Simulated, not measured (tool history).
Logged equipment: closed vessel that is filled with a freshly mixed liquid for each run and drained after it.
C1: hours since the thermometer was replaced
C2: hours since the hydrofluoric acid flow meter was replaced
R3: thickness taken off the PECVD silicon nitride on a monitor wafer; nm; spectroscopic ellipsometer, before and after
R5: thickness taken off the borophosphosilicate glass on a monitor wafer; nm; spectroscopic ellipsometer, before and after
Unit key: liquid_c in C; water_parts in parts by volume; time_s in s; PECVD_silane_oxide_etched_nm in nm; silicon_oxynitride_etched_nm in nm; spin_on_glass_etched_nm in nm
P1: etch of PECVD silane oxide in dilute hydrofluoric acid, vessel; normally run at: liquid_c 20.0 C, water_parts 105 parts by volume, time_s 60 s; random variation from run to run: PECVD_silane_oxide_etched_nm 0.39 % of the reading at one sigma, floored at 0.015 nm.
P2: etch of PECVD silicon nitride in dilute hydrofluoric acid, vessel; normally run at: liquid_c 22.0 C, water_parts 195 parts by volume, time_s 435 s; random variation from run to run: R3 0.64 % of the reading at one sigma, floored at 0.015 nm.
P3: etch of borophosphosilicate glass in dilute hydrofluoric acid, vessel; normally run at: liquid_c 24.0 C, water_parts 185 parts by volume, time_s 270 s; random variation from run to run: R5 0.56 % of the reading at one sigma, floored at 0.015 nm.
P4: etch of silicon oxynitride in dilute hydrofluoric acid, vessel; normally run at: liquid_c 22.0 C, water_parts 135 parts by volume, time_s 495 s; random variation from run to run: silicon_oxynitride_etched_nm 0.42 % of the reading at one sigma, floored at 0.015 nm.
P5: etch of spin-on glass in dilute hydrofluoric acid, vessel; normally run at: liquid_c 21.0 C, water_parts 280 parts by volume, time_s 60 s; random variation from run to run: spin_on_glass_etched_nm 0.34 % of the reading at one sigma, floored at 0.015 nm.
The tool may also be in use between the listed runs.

{"run": 1, "day": 0.421, "process": "P1", "liquid_c": 20.0, "water_parts": 105, "time_s": 60, "C1": 494.6, "C2": 999.3, "PECVD_silane_oxide_etched_nm": 18.291}
{"run": 2, "day": 0.954, "process": "P4", "liquid_c": 22.0, "water_parts": 135, "time_s": 30, "C1": 507.4, "C2": 1012.1, "silicon_oxynitride_etched_nm": 0.75878}
{"run": 3, "day": 1.421, "process": "P2", "liquid_c": 22.0, "water_parts": 195, "time_s": 435, "C1": 518.6, "C2": 1023.3, "R3": 4.8189}
{"run": 4, "day": 1.804, "process": "P1", "liquid_c": 20.0, "water_parts": 70, "time_s": 30, "C1": 527.8, "C2": 1032.5, "PECVD_silane_oxide_etched_nm": 14.332}
{"run": 5, "day": 2.133, "process": "P4", "liquid_c": 22.0, "water_parts": 245, "time_s": 495, "C1": 535.7, "C2": 1040.4, "silicon_oxynitride_etched_nm": 6.1799}
{"run": 6, "day": 2.612, "process": "P1", "liquid_c": 20.0, "water_parts": 105, "time_s": 60, "C1": 547.2, "C2": 1051.9, "PECVD_silane_oxide_etched_nm": 18.244}
{"run": 7, "day": 3.133, "process": "P5", "liquid_c": 21.0, "water_parts": 280, "time_s": 105, "C1": 559.7, "C2": 1064.4, "spin_on_glass_etched_nm": 13.145}
{"run": 8, "day": 3.7, "process": "P3", "liquid_c": 24.0, "water_parts": 185, "time_s": 270, "C1": 573.3, "C2": 1078.0, "R5": 37.484}
{"run": 9, "day": 4.258, "process": "P1", "liquid_c": 17.0, "water_parts": 105, "time_s": 30, "C1": 586.7, "C2": 1091.4, "PECVD_silane_oxide_etched_nm": 8.0402}
{"run": 10, "day": 4.558, "process": "P1", "liquid_c": 20.0, "water_parts": 150, "time_s": 115, "C1": 593.9, "C2": 1098.6, "PECVD_silane_oxide_etched_nm": 23.293}
{"run": 11, "day": 5.125, "process": "P4", "liquid_c": 22.0, "water_parts": 135, "time_s": 495, "C1": 607.5, "C2": 1112.2, "silicon_oxynitride_etched_nm": 12.272}
{"run": 12, "day": 5.446, "process": "P1", "liquid_c": 20.0, "water_parts": 105, "time_s": 60, "C1": 615.2, "C2": 1119.9, "PECVD_silane_oxide_etched_nm": 18.336}
{"run": 13, "day": 5.979, "process": "P2", "liquid_c": 29.0, "water_parts": 195, "time_s": 435, "C1": 628.0, "C2": 1132.7, "R3": 7.4184}
{"run": 14, "day": 6.538, "process": "P3", "liquid_c": 30.5, "water_parts": 185, "time_s": 270, "C1": 641.4, "C2": 1146.1, "R5": 47.047}
{"run": 15, "day": 7.075, "process": "P5", "liquid_c": 21.0, "water_parts": 50, "time_s": 60, "C1": 654.3, "C2": 1159.0, "spin_on_glass_etched_nm": 53.767}
{"run": 16, "day": 7.588, "process": "P5", "liquid_c": 17.0, "water_parts": 280, "time_s": 60, "C1": 666.6, "C2": 1171.3, "spin_on_glass_etched_nm": 6.4812}
{"run": 17, "day": 8.208, "process": "P1", "liquid_c": 20.0, "water_parts": 40, "time_s": 60, "C1": 681.5, "C2": 1186.2, "PECVD_silane_oxide_etched_nm": 51.626}
{"run": 18, "day": 8.571, "process": "P1", "liquid_c": 20.0, "water_parts": 105, "time_s": 60, "C1": 690.2, "C2": 1194.9, "PECVD_silane_oxide_etched_nm": 18.385}
{"run": 19, "day": 9.029, "process": "P2", "liquid_c": 22.0, "water_parts": 195, "time_s": 810, "C1": 701.2, "C2": 1205.9, "R3": 8.966}
{"run": 20, "day": 9.592, "process": "P3", "liquid_c": 24.0, "water_parts": 185, "time_s": 515, "C1": 714.7, "C2": 1219.4, "R5": 71.449}
{"run": 21, "day": 10.208, "process": "P2", "liquid_c": 22.0, "water_parts": 195, "time_s": 435, "C1": 729.5, "C2": 1234.2, "R3": 4.7819}
{"run": 22, "day": 10.608, "process": "P1", "liquid_c": 20.0, "water_parts": 105, "time_s": 60, "C1": 739.1, "C2": 1243.8, "PECVD_silane_oxide_etched_nm": 18.308}
{"run": 23, "day": 10.929, "process": "P4", "liquid_c": 22.0, "water_parts": 135, "time_s": 495, "C1": 746.8, "C2": 1251.5, "silicon_oxynitride_etched_nm": 12.16}

Run 24 comes next. What will it give?
{"run": 24, "day": 11.275, "process": "P1", "liquid_c": 27.0, "water_parts": 105, "time_s": 60, "C1": 755.1, "C2": 1259.8, "PECVD_silane_oxide_etched_nm": "?"}

Run 24 yielded PECVD_silane_oxide_etched_nm 24.1030 nm.

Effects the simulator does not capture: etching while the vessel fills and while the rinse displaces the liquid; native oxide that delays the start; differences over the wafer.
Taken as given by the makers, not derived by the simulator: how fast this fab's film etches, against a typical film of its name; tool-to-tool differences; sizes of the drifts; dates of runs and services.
